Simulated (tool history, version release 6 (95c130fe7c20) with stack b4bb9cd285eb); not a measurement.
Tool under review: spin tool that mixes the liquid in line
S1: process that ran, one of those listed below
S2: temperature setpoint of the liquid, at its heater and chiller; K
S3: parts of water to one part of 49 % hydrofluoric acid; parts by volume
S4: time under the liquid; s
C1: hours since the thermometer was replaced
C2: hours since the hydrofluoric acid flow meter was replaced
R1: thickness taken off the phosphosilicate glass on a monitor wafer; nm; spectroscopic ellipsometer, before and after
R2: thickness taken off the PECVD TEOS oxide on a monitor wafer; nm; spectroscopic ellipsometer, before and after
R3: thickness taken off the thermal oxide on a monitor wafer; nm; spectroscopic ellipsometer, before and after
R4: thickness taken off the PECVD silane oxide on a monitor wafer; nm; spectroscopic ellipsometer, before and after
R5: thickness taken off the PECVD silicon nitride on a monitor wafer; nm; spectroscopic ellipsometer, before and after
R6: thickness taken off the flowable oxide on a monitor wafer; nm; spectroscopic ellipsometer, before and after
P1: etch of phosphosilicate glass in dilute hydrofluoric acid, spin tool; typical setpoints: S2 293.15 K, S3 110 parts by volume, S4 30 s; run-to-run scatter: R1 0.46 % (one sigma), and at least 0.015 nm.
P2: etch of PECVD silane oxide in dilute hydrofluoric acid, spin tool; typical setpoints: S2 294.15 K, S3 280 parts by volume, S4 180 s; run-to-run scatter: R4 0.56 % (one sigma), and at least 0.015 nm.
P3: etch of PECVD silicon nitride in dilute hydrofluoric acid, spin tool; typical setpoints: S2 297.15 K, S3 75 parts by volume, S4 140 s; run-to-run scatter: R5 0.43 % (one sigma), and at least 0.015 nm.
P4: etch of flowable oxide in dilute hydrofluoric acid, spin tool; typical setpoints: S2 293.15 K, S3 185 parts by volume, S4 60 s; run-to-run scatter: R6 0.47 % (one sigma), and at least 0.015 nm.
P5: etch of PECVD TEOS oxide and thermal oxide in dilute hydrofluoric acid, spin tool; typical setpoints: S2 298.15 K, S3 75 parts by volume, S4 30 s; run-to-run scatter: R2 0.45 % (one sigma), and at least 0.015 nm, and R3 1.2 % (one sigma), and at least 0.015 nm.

run   hour  S1      S2   S3   S4      C1     C2      R1      R2       R3       R4       R5       R6
  1   17.9  P1  293.15  110   30   725.3  215.5  45.732
  2   32.4  P1  293.15  110   60   739.8  230.0  91.117
  3   50.9  P1  293.15  110   15   758.3  248.5  22.787
  4   61.4  P1  293.15  170   30   768.8  259.0  27.679
  5   69.7  P5  298.15   75   15   777.1  267.3          2.9046  0.96742
  6   85.4  P1  293.15  110   30   792.8  283.0  45.574
  7  104.2  P2  294.15   80  180   811.6  301.8                           74.6090
  8  119.2  P3  297.15   75  140   826.6  316.8                                    10.4160
  9  137.1  P3  297.15  135  140   844.5  334.7                                     5.8461
 10  146.7  P5  292.15   75   30   854.1  344.3          4.5775  1.56560
 11  160.7  P2  294.15  280  180   868.1  358.3                           17.3310
 12  178.1  P1  293.15  110   30   885.5  375.7  45.428
 13  189.9  P3  291.15   75  140   897.3  387.5                                     6.9423
 14  209.3  P2  294.15  280   50   916.7  406.9                            4.7754
 15  226.2  P2  302.15  280  180   933.6  423.8                           22.8410
 16  238.9  P4  293.15  185   60   946.3  436.5                                             11.5470
 17  256.4  P4  293.15  185   15   963.8  454.0                                              2.8825
 18  274.4  P1  293.15  110   30   981.8  472.0  45.666
 19  284.2  P1  293.15   55   30   991.6  481.8  96.823
 20  297.0  P1  297.65  110   30  1004.4  494.6  54.770
 21  313.4  P4  301.15  185   60  1020.8  511.0                                             15.6660
 22  329.5  P1  293.15  175   60  1036.9  527.1  53.813
 23  348.1  P3  297.15   75  260  1055.5  545.7                                    19.2150
 24  363.5  P4  293.15   40   60  1070.9  561.1                                             63.0200
 25  379.0  P1  293.15  110   30  1086.4  576.6  45.342

Run 26 is up next; what results do you expect?
 26  388.3  P5  298.15  20  30  1095.7  585.9       ?   ?

R2: 23.4830 nm
R3: 7.77190 nm
